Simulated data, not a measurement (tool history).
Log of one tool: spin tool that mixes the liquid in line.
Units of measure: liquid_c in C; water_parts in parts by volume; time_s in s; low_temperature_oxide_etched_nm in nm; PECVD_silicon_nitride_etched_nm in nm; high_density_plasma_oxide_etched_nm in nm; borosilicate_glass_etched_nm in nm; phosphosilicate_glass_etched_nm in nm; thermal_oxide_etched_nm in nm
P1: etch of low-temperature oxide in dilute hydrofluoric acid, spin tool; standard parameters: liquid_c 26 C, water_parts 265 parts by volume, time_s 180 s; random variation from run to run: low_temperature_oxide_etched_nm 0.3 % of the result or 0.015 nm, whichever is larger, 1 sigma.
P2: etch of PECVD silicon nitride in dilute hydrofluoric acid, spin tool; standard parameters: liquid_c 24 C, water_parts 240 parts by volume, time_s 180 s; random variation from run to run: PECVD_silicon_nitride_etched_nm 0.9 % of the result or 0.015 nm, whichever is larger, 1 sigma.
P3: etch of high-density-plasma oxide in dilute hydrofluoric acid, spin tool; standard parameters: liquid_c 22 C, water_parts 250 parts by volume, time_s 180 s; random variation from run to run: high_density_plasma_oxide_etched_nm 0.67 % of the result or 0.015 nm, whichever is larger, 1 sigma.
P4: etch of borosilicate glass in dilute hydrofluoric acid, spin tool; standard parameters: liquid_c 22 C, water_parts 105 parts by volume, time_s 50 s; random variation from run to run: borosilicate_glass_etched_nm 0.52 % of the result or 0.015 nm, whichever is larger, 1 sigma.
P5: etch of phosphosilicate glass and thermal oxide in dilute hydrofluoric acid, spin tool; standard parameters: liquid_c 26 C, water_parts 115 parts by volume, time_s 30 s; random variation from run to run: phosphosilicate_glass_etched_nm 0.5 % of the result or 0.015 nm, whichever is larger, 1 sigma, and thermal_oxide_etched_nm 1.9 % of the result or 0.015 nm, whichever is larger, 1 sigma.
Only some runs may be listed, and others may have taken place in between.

run     day  process  liquid_c  water_parts  time_s  hours since the thermometer was replaced  hours since the hydrofluoric acid flow meter was replaced  low_temperature_oxide_etched_nm  PECVD_silicon_nitride_etched_nm  high_density_plasma_oxide_etched_nm  borosilicate_glass_etched_nm  phosphosilicate_glass_etched_nm  thermal_oxide_etched_nm
  1   0.321       P1        26          265     180                                     818.5                                                     1371.6                           9.8836
  2   0.625       P2        24          240      25                                     825.8                                                     1378.9                                                           0.40217
  3   0.933       P3        22          455     180                                     833.2                                                     1386.3                                                                                                 1.7395
  4   1.271       P2      31.5          240     180                                     841.3                                                     1394.4                                                            4.4086
  5    1.55       P4      29.5          105      50                                       848                                                     1401.1                                                                                                                               16.072
  6   1.917       P1        26          265      20                                     856.8                                                     1409.9                           1.0832
  7   2.283       P3      28.5          250     180                                     865.6                                                     1418.7                                                                                                 4.7071
  8   2.558       P2        24          240     180                                     872.2                                                     1425.3                                                            2.8379
  9   2.796       P4        22          105      50                                     877.9                                                       1431                                                                                                                               11.972
 10   3.162       P5      30.5          115      30                                     886.7                                                     1439.8                                                                                                                                                                45.261                   1.5068
 11   3.479       P5        26          115      30                                     894.3                                                     1447.4                                                                                                                                                                38.452                   1.2621
 12   3.854       P5        26          165      30                                     903.3                                                     1456.4                                                                                                                                                                24.916                  0.82479
 13   4.217       P3        22          250     180                                       912                                                     1465.1                                                                                                 3.7747
 14   4.596       P1        26          420      25                                     921.1                                                     1474.2                           0.7369
 15   4.825       P1        34          265     180                                     926.6                                                     1479.7                           12.922
 16   5.108       P1      19.5          265     180                                     933.4                                                     1486.5                           7.8181
 17   5.321       P5        26          115      50                                     938.5                                                     1491.6                                                                                                                                                                63.139                   1.9819
 18   5.512       P1        26          265     180                                     943.1                                                     1496.2                           9.8828
 19   5.817       P1        26          265     180                                     950.4                                                     1503.5                           9.8474
 20   6.058       P1        26          120     180                                     956.2                                                     1509.3                           25.759
 21   6.433       P1        26          265     180                                     965.2                                                     1518.3                           9.8944
 22   6.812       P1        26          475     180                                     974.3                                                     1527.4                           4.5127
 23   7.017       P1        26          265     180                                     979.2                                                     1532.3                           9.8892
 24   7.354       P4        22          185      50                                     987.3                                                     1540.4                                                                                                                               6.2681
 25   7.596       P2        24           70     180                                     993.1                                                     1546.2                                                            9.4025
 26   7.838       P2        24          240     180                                     998.9                                                       1552                                                            2.7778
 27   8.154       P3        22          250     340                                    1006.5                                                     1559.6                                                                                                 7.1581
 28   8.425       P1        26          265     265                                      1013                                                     1566.1                           14.523
 29   8.662       P4        22          105      15                                    1018.7                                                     1571.8                                                                                                                               3.6208
 30   8.917       P1        26          265     180                                    1024.8                                                     1577.9                           9.8564
 31   9.142       P1        26          265     180                                    1030.2                                                     1583.3                           10.183
 32   9.321       P1        26          265     180                                    1034.5                                                     1587.6                           10.402
 33   9.517       P1        26          265     180                                    1039.2                                                     1592.3                           10.479
 34   9.712       P1        26          265     180                                    1043.9                                                       1597                           10.549
 35   9.962       P1        26          265     180                                    1049.9                                                       1603                           10.673
 36  10.333       P1        26          265     180                                    1058.8                                                     1611.9                           10.649

Something has made what P1 gives creep away from where it was; the 2 causes below, each at its own stated size, fit the log equally well:
A: liquid hotter than its thermometer reads (K) = 2.27
B: hydrofluoric acid flow above the setpoint (%) = 6.27
Creep in the process output first set in at about day 8.917.

4 check runs are offered, one wafer each, their results left as question marks. Which one tells the causes apart?
check 1  10.704       P4      29.5          140      50                                                                                                                                                                                                                                         ?
check 2  10.704       P5      30.5          115      30                                                                                                                                                                                                                                                                          ?                        ?
check 3  10.704       P2        24           90      40                                                                                                                                                                      ?
check 4  10.704       P3      25.5          250     295                                                                                                                                                                                                           ?

What every check run would give for each of its results, assuming each possible cause in turn:
  check                               result    if A    if B
check 1         borosilicate_glass_etched_nm  12.557  12.432
check 2      phosphosilicate_glass_etched_nm  48.911  48.313
check 2              thermal_oxide_etched_nm  1.5936  1.5741
check 3      PECVD_silicon_nitride_etched_nm  1.9118  1.7492
check 4  high_density_plasma_oxide_etched_nm  7.6054  7.5881
How far apart the two closest causes lie, in the result that separates them most: check 1 1 %; check 2 1.23 %; check 3 8.89 %; check 4 0.23 %
Check 3 tells the causes apart: in the others they would give nearly the same result.

Check 3 was then run and gave: PECVD_silicon_nitride_etched_nm 1.7289 nm. Which cause is it?

The cause is B: hydrofluoric acid flow above the setpoint (%).
